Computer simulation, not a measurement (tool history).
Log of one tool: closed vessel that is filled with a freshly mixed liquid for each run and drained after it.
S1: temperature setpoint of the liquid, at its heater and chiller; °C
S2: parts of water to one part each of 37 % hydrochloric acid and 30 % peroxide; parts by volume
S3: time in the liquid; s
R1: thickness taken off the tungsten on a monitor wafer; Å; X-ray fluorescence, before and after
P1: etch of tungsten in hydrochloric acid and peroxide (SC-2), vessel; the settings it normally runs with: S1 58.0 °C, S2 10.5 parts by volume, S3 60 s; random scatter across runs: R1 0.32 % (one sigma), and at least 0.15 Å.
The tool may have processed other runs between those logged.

run  hour    S1    S2   S3       R1
  1   3.8  58.0  10.5   60  242.650
  2   8.1  70.5  10.5   60  522.470
  3  12.9  70.0  10.5  115  969.910
  4  17.1  58.0  10.5   60  241.700
  5  19.8  58.0  10.5  115  466.970
  6  24.1  58.0  18.0   60  151.030
  7  27.4  46.0  10.5   30   55.008
  8  30.9  58.0  10.5   60  241.300
  9  35.1  41.5  10.5   60   80.823
 10  39.8  68.0  10.5   85  631.730
 11  44.2  58.0   4.0   60  506.470
 12  48.3  58.0  10.5   60  241.860
 13  52.7  58.0  10.5   30  121.100

For run 14, what comes out?
 14  56.7  58.0  10.5  60   ?

Run 14 came out at R1 240.440 Å.

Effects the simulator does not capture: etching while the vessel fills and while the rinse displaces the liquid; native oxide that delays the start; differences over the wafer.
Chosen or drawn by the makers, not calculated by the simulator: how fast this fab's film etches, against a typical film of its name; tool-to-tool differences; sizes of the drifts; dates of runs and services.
